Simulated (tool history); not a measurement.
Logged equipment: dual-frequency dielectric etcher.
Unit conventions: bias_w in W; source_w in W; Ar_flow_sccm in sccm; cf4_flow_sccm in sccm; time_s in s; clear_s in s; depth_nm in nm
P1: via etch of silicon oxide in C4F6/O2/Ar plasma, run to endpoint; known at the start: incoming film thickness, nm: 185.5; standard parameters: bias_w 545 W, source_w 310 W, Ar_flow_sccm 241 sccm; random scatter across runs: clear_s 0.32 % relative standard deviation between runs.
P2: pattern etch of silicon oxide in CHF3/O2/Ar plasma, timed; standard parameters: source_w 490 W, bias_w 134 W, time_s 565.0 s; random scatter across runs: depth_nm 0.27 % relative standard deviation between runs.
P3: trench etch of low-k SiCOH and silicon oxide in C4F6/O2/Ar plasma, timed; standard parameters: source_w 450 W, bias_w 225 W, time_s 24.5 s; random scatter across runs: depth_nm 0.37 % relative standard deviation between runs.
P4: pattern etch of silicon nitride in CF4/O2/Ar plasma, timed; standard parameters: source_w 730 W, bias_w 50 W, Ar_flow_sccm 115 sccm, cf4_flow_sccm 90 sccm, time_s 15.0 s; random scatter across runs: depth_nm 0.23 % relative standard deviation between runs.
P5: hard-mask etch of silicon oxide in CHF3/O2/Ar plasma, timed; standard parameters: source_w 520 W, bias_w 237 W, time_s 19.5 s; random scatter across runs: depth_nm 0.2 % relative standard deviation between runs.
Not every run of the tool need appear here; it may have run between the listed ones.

run	hour	process	bias_w	source_w	Ar_flow_sccm	cf4_flow_sccm	time_s	hours since the last wet clean	hours since the last bias power generator calibration	hours since the last source power generator calibration	hours since the last Ar flow controller change	clear_s	depth_nm
1	12.3	P1	545	310	241			417.1	222.5	2812.8	978.0	41.532	
2	23.4	P4	50	730	115	124	15.0	428.2	233.6	2823.9	989.1		39.822
3	32.9	P1	545	420	241			437.7	243.1	2833.4	998.6	37.222	
4	47.7	P4	50	730	115	90	22.5	452.5	257.9	2848.2	1013.4		57.236
5	62.5	P1	545	310	241			467.3	272.7	2863.0	1028.2	41.647	
6	70.5	P3	225	360			24.5	475.3	280.7	2871.0	1036.2		77.249
7	84.3	P1	545	310	241			489.1	294.5	2884.8	1050.0	41.677	
8	90.7	P2	166	490			565.0	495.5	300.9	2891.2	1056.4		1012.100
9	101.6	P1	397	310	241			506.4	311.8	2902.1	1067.3	46.790	
10	110.8	P1	740	310	241			515.6	321.0	2911.3	1076.5	37.112	
11	123.4	P5	328	520			19.5	528.2	333.6	2923.9	1089.1		43.859
# hour 125.7: Ar flow controller replaced
12	137.4	P2	134	640			565.0	542.2	347.6	2937.9	11.8		1048.800
13	145.0	P1	545	310	161			549.8	355.2	2945.5	19.4	39.975	
14	159.7	P2	134	490			565.0	564.5	369.9	2960.2	34.1		941.770
15	168.2	P3	167	450			24.5	573.0	378.4	2968.7	42.6		76.627
16	178.6	P1	545	230	241			583.4	388.8	2979.1	53.0	46.456	
17	192.8	P4	35	730	115	90	15.0	597.6	403.0	2993.3	67.2		33.625
18	201.0	P2	134	490			442.5	605.8	411.2	3001.5	75.4		740.880
19	214.9	P3	225	450			24.5	619.7	425.1	3015.4	89.3		84.724
20	225.0	P4	50	570	115	90	15.0	629.8	435.2	3025.5	99.4		30.802
21	233.7	P5	237	350			19.5	638.5	443.9	3034.2	108.1		33.637
22	245.8	P1	753	240	241			650.6	456.0	3046.3	120.2	40.037	
23	256.2	P1	545	310	323			661.0	466.4	3056.7	130.6	43.017	
24	266.4	P3	225	450			35.0	671.2	476.6	3066.9	140.8		120.940
25	273.2	P4	50	730	115	90	15.0	678.0	483.4	3073.7	147.6		37.950
26	285.4	P4	50	730	82	90	15.0	690.2	495.6	3085.9	159.8		39.860
27	298.6	P1	545	310	241			703.4	508.8	3099.1	173.0	41.607	
28	306.7	P5	237	520			19.5	711.5	516.9	3107.2	181.1		38.937
# hour 307.0: bias power generator calibrated
29	315.0	P1	545	310	241			719.8	8.1	3115.5	189.4	42.017	
30	327.6	P1	545	310	241			732.4	20.7	3128.1	202.0	41.721	
31	339.0	P1	372	310	164			743.8	32.1	3139.5	213.4	45.972	
32	349.1	P5	237	520			25.5	753.9	42.2	3149.6	223.5		50.983
33	358.7	P1	545	310	241			763.5	51.8	3159.2	233.1	41.518	
34	371.4	P1	545	310	241			776.2	64.5	3171.9	245.8	41.722	
35	384.9	P1	545	310	241			789.7	78.0	3185.4	259.3	42.326	
36	395.8	P1	545	310	241			800.6	88.9	3196.3	270.2	42.286	
# hour 398.6: wet clean of the chamber
37	403.0	P1	545	310	241			4.5	96.1	3203.5	277.4	42.371	
# hour 406.0: Ar flow controller replaced
38	414.9	P1	545	310	241			16.4	108.0	3215.4	8.9	42.163	
39	425.7	P1	545	310	241			27.2	118.8	3226.2	19.7	42.279	

What P1 gives has crept off from where it sat before. The 2 causes that follow fit the log equally well, each at the size noted:
A: bias power that arrives under what is set, % = 4.08
B: source power that arrives under what is set, % = 4.25
The drift started at roughly hour 358.7.
Other possible causes, and why each is ruled out:
chamber walls in a state that lowers the etch rate, %: serviced at hour 398.6, which brought nothing back
Ar flow that arrives over what is set, %: serviced at hour 406.0, which brought nothing back

The check runs listed below each take one wafer, and their results are still question marks. Under which run would the listed causes lead to clearly different results?
check 1	436.5	P4	50	730	115	90	15.0						?
check 2	436.5	P5	237	520			19.5						?
check 3	436.5	P2	134	490			565.0						?
check 4	436.5	P3	225	450			24.5						?

Outcome of each check run for each possible cause:
check	result	if A	if B
check 1	depth_nm	37.543	36.719
check 2	depth_nm	38.383	38.326
check 3	depth_nm	931.370	928.080
check 4	depth_nm	83.334	83.074
Per-check spread between the two closest causes, in the result where they differ most: check 1 2.22 %; check 2 0.15 %; check 3 0.35 %; check 4 0.31 %
Only check 1 tells the causes apart: in the others they would give nearly the same result.

With check 1 done, the readings were: depth_nm 36.815 nm. Identify which of the listed causes applies.

The correct cause is B, namely: source power that arrives under what is set, %.
